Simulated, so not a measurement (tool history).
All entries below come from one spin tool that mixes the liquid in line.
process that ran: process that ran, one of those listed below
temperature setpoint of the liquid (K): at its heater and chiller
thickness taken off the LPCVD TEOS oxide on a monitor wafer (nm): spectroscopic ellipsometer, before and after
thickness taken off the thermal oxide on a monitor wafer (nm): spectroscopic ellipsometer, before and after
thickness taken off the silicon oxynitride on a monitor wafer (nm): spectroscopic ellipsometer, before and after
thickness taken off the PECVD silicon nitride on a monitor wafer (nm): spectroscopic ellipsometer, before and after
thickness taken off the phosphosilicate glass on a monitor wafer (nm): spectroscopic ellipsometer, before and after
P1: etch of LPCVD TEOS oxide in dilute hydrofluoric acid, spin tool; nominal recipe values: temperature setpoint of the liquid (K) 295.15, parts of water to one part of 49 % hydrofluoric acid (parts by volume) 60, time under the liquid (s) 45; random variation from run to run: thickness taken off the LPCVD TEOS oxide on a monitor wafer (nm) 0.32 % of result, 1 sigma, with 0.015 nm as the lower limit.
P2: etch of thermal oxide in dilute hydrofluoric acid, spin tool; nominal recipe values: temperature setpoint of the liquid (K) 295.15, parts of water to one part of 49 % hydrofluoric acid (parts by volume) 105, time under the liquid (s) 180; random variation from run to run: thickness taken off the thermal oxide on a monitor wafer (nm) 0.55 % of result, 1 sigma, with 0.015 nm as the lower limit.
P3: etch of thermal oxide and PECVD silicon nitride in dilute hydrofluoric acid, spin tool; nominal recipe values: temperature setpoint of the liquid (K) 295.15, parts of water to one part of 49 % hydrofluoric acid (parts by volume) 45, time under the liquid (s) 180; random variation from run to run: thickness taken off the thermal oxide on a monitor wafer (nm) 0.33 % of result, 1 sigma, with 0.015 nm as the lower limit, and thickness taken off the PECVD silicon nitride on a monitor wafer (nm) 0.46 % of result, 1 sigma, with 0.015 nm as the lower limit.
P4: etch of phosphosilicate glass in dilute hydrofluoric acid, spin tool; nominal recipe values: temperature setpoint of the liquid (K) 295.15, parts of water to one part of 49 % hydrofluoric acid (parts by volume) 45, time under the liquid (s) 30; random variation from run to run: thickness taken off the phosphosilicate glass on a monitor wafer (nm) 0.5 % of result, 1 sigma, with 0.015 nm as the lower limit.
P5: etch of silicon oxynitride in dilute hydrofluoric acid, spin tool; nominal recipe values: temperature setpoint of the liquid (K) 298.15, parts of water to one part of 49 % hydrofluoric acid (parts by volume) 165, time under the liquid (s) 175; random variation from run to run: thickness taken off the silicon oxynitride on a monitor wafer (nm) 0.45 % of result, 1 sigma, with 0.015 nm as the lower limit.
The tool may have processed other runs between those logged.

run   hour  process that ran  temperature setpoint of the liquid (K)  parts of water to one part of 49 % hydrofluoric acid (parts by volume)  time under the liquid (s)  thickness taken off the LPCVD TEOS oxide on a monitor wafer (nm)  thickness taken off the thermal oxide on a monitor wafer (nm)  thickness taken off the silicon oxynitride on a monitor wafer (nm)  thickness taken off the PECVD silicon nitride on a monitor wafer (nm)  thickness taken off the phosphosilicate glass on a monitor wafer (nm)
  1    4.5                P1                                  295.15                                                                      60                         45                                                            16.256
  2    8.4                P1                                  295.15                                                                      60                         45                                                             16.27
  3   13.9                P2                                  295.15                                                                     105                         15                                                                                                                          0.56459
  4   18.7                P1                                  290.15                                                                      60                         45                                                            13.087
  5   23.3                P5                                  298.15                                                                      75                        175                                                                                                                                                                                               10.714
  6     30                P3                                  295.15                                                                      45                         15                                                                                                                           1.6433                                                                                                                                     1.2355
  7   36.1                P3                                  295.15                                                                      45                        180                                                                                                                           19.678                                                                                                                                     14.642
  8   40.7                P1                                  295.15                                                                      60                         70                                                            25.251
  9   43.6                P2                                  302.15                                                                     105                        180                                                                                                                           9.1208
 10   46.9                P1                                  295.15                                                                      60                         25                                                            9.0508
 11   51.3                P2                                  295.15                                                                     105                        180                                                                                                                           6.9938
 12   58.1                P4                                  290.15                                                                      45                         30                                                                                                                                                                                                                                                                                                                                             45.375
 13   61.9                P3                                  295.15                                                                      20                        180                                                                                                                            45.21                                                                                                                                     31.843
 14   67.6                P3                                  295.15                                                                      45                        180                                                                                                                           19.656                                                                                                                                     14.741
 15   71.4                P4                                  295.15                                                                      20                         30                                                                                                                                                                                                                                                                                                                                             130.51
 16   77.4                P1                                  295.15                                                                      60                         45                                                            16.109
 17   81.1                P1                                  295.15                                                                     105                         45                                                            8.7622
 18   87.1                P5                                  298.15                                                                     165                        175                                                                                                                                                                                               4.4899
 19   91.2                P2                                  295.15                                                                      40                        180                                                                                                                           19.677
 20   95.1                P3                                  302.65                                                                      45                        180                                                                                                                           26.491                                                                                                                                     24.187
 21   98.1                P1                                  295.15                                                                      60                         45                                                            16.197
 22  102.4                P5                                  304.15                                                                     165                        175                                                                                                                                                                                               5.7949
 23  108.2                P1                                  295.15                                                                      60                         45                                                            16.127
 24  111.7                P1                                  290.15                                                                      60                         60                                                            17.506
 25  117.2                P1                                  295.15                                                                      60                         45                                                            16.162
 26  120.3                P1                                  299.15                                                                      60                         45                                                            19.106
 27  126.4                P2                                  295.15                                                                     105                        180                                                                                                                           6.9172
 28  131.7                P1                                  295.15                                                                      25                         45                                                            40.566
 29  136.8                P1                                  295.15                                                                     105                         25                                                             4.854
 30  139.7                P4                                  295.15                                                                      45                         30                                                                                                                                                                                                                                                                                                                                             56.079
 31    143                P1                                  290.15                                                                      20                         45                                                            41.143
 32  149.2                P5                                  298.15                                                                     165                         65                                                                                                                                                                                               1.6559
 33  155.9                P4                                  295.15                                                                      45                         15                                                                                                                                                                                                                                                                                                                                             27.878
 34  159.7                P1                                  295.15                                                                      60                         45                                                            16.147
 35    163                P1                                  295.15                                                                      60                         45                                                            16.499
 36  167.4                P1                                  295.15                                                                      60                         45                                                            16.994
 37  173.7                P1                                  295.15                                                                      60                         45                                                            17.128
 38  177.6                P1                                  295.15                                                                      60                         45                                                            17.276
 39  182.5                P1                                  295.15                                                                      60                         45                                                            17.481
 40  188.9                P1                                  295.15                                                                      60                         45                                                            17.472
 41  195.2                P1                                  295.15                                                                      60                         45                                                            17.589
 42  200.2                P1                                  295.15                                                                      60                         45                                                            17.546
 43    204                P1                                  295.15                                                                      60                         45                                                            17.629

What P1 gives has crept off from where it sat before. The 2 causes that follow fit the log equally well, each at the size noted:
A: liquid hotter than its thermometer reads (K) = 1.94
B: hydrofluoric acid flow above the setpoint (%) = 7.71
The drift started at roughly hour 159.7.

Which of the 4 check runs listed below separates the causes, so that each cause would produce a clearly different result? Each run uses one wafer, and its results are marked with question marks.
check 1  207.8                P2                                  295.15                                                                     105                         60                                                                                                                                ?
check 2  207.8                P3                                  301.65                                                                      45                         20                                                                                                                                ?                                                                                                                                          ?
check 3  207.8                P4                                  295.15                                                                      30                         15                                                                                                                                                                                                                                                                                                                                                  ?
check 4  207.8                P5                                  301.65                                                                     165                        175                                                                                                                                                                                                    ?

What each check would give under each cause:
  check                                                                 result    if A    if B
check 1          thickness taken off the thermal oxide on a monitor wafer (nm)  2.4959  2.5104
check 2          thickness taken off the thermal oxide on a monitor wafer (nm)  3.0673  3.0742
check 2  thickness taken off the PECVD silicon nitride on a monitor wafer (nm)  2.8625  2.7147
check 3  thickness taken off the phosphosilicate glass on a monitor wafer (nm)  46.657  46.439
check 4     thickness taken off the silicon oxynitride on a monitor wafer (nm)  5.6941  5.7019
Gap, in per cent, between the two causes that each check separates least, read from the result that separates them most: check 1 0.58 %; check 2 5.3 %; check 3 0.47 %; check 4 0.14 %
Of the check runs offered, only check 2 discriminates between the causes; the rest would read about the same regardless of which cause applies.

After running check 2, the following was obtained: thickness taken off the thermal oxide on a monitor wafer (nm) 3.0858; thickness taken off the PECVD silicon nitride on a monitor wafer (nm) 2.7209. Which cause does this point to?

Of the candidate causes, it is B: hydrofluoric acid flow above the setpoint (%).
